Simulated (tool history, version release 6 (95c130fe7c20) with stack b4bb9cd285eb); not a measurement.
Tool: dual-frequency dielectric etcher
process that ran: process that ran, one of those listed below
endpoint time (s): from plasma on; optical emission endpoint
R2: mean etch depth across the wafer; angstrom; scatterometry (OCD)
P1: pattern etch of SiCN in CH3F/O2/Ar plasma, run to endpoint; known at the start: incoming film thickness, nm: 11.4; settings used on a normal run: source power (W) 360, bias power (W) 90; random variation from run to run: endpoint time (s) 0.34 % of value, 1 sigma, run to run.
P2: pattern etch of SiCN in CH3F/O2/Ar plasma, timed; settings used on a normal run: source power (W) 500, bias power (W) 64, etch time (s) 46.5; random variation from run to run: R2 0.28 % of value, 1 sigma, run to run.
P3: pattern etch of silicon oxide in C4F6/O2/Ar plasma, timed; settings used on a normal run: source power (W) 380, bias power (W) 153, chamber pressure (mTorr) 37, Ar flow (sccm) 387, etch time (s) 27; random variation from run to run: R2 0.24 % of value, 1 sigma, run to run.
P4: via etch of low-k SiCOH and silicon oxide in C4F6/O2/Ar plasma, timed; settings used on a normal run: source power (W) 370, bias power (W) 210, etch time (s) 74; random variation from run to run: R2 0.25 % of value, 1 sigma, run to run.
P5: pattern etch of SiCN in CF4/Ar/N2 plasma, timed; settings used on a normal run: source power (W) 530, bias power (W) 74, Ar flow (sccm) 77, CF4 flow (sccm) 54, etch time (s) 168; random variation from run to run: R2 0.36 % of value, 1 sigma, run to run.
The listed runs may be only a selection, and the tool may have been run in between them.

{"run": 1, "day": 0.279, "process that ran": "P1", "source power (W)": 360, "bias power (W)": 90, "endpoint time (s)": 28.843}
{"run": 2, "day": 0.517, "process that ran": "P1", "source power (W)": 360, "bias power (W)": 90, "endpoint time (s)": 28.816}
{"run": 3, "day": 0.804, "process that ran": "P3", "source power (W)": 380, "bias power (W)": 153, "chamber pressure (mTorr)": 37, "Ar flow (sccm)": 387, "etch time (s)": 27, "R2": 744.41}
{"run": 4, "day": 1.062, "process that ran": "P1", "source power (W)": 360, "bias power (W)": 90, "endpoint time (s)": 28.922}
{"run": 5, "day": 1.462, "process that ran": "P3", "source power (W)": 380, "bias power (W)": 153, "chamber pressure (mTorr)": 37, "Ar flow (sccm)": 387, "etch time (s)": 16, "R2": 443.51}
{"run": 6, "day": 1.708, "process that ran": "P1", "source power (W)": 260, "bias power (W)": 115, "endpoint time (s)": 29.515}
{"run": 7, "day": 2.054, "process that ran": "P3", "source power (W)": 380, "bias power (W)": 153, "chamber pressure (mTorr)": 44.5, "Ar flow (sccm)": 387, "etch time (s)": 27, "R2": 727.73}
{"run": 8, "day": 2.317, "process that ran": "P4", "source power (W)": 370, "bias power (W)": 210, "etch time (s)": 56.5, "R2": 1633.5}
{"run": 9, "day": 2.75, "process that ran": "P1", "source power (W)": 480, "bias power (W)": 90, "endpoint time (s)": 25.974}
{"run": 10, "day": 3.142, "process that ran": "P1", "source power (W)": 490, "bias power (W)": 72, "endpoint time (s)": 27.803}
{"run": 11, "day": 3.446, "process that ran": "P1", "source power (W)": 360, "bias power (W)": 90, "endpoint time (s)": 28.861}
{"run": 12, "day": 3.842, "process that ran": "P2", "source power (W)": 500, "bias power (W)": 64, "etch time (s)": 46.5, "R2": 182.51}
{"run": 13, "day": 4.2, "process that ran": "P3", "source power (W)": 380, "bias power (W)": 153, "chamber pressure (mTorr)": 37, "Ar flow (sccm)": 271, "etch time (s)": 27, "R2": 775.65}
{"run": 14, "day": 4.421, "process that ran": "P5", "source power (W)": 530, "bias power (W)": 99, "Ar flow (sccm)": 77, "etch time (s)": 168, "CF4 flow (sccm)": 54, "R2": 1813.8}
{"run": 15, "day": 4.883, "process that ran": "P5", "source power (W)": 530, "bias power (W)": 74, "Ar flow (sccm)": 77, "etch time (s)": 168, "CF4 flow (sccm)": 54, "R2": 1641.1}
{"run": 16, "day": 5.154, "process that ran": "P1", "source power (W)": 280, "bias power (W)": 90, "endpoint time (s)": 31.644}
{"run": 17, "day": 5.425, "process that ran": "P1", "source power (W)": 360, "bias power (W)": 90, "endpoint time (s)": 28.845}
{"run": 18, "day": 5.858, "process that ran": "P4", "source power (W)": 250, "bias power (W)": 210, "etch time (s)": 74, "R2": 1844.3}
{"run": 19, "day": 6.317, "process that ran": "P4", "source power (W)": 370, "bias power (W)": 210, "etch time (s)": 74, "R2": 2139.3}
{"run": 20, "day": 6.688, "process that ran": "P3", "source power (W)": 380, "bias power (W)": 195, "chamber pressure (mTorr)": 37, "Ar flow (sccm)": 387, "etch time (s)": 27, "R2": 807.46}
{"run": 21, "day": 6.929, "process that ran": "P2", "source power (W)": 660, "bias power (W)": 64, "etch time (s)": 46.5, "R2": 204.78}
{"day": 7.138, "done": "bias power generator calibrated"}
{"run": 22, "day": 7.333, "process that ran": "P1", "source power (W)": 360, "bias power (W)": 118, "endpoint time (s)": 25.87}
{"run": 23, "day": 7.592, "process that ran": "P1", "source power (W)": 360, "bias power (W)": 90, "endpoint time (s)": 28.773}
{"run": 24, "day": 8.058, "process that ran": "P5", "source power (W)": 530, "bias power (W)": 74, "Ar flow (sccm)": 77, "etch time (s)": 168, "CF4 flow (sccm)": 31, "R2": 1495}
{"run": 25, "day": 8.342, "process that ran": "P2", "source power (W)": 500, "bias power (W)": 64, "etch time (s)": 59, "R2": 232.23}
{"run": 26, "day": 8.638, "process that ran": "P1", "source power (W)": 360, "bias power (W)": 70, "endpoint time (s)": 31.506}
{"run": 27, "day": 9.021, "process that ran": "P2", "source power (W)": 500, "bias power (W)": 84, "etch time (s)": 46.5, "R2": 201.26}

The next listed run, before its measurement:
{"run": 28, "day": 9.421, "process that ran": "P1", "source power (W)": 300, "bias power (W)": 75, "endpoint time (s)": "?"}

{"run 28": {"endpoint time (s)": 32.93}}

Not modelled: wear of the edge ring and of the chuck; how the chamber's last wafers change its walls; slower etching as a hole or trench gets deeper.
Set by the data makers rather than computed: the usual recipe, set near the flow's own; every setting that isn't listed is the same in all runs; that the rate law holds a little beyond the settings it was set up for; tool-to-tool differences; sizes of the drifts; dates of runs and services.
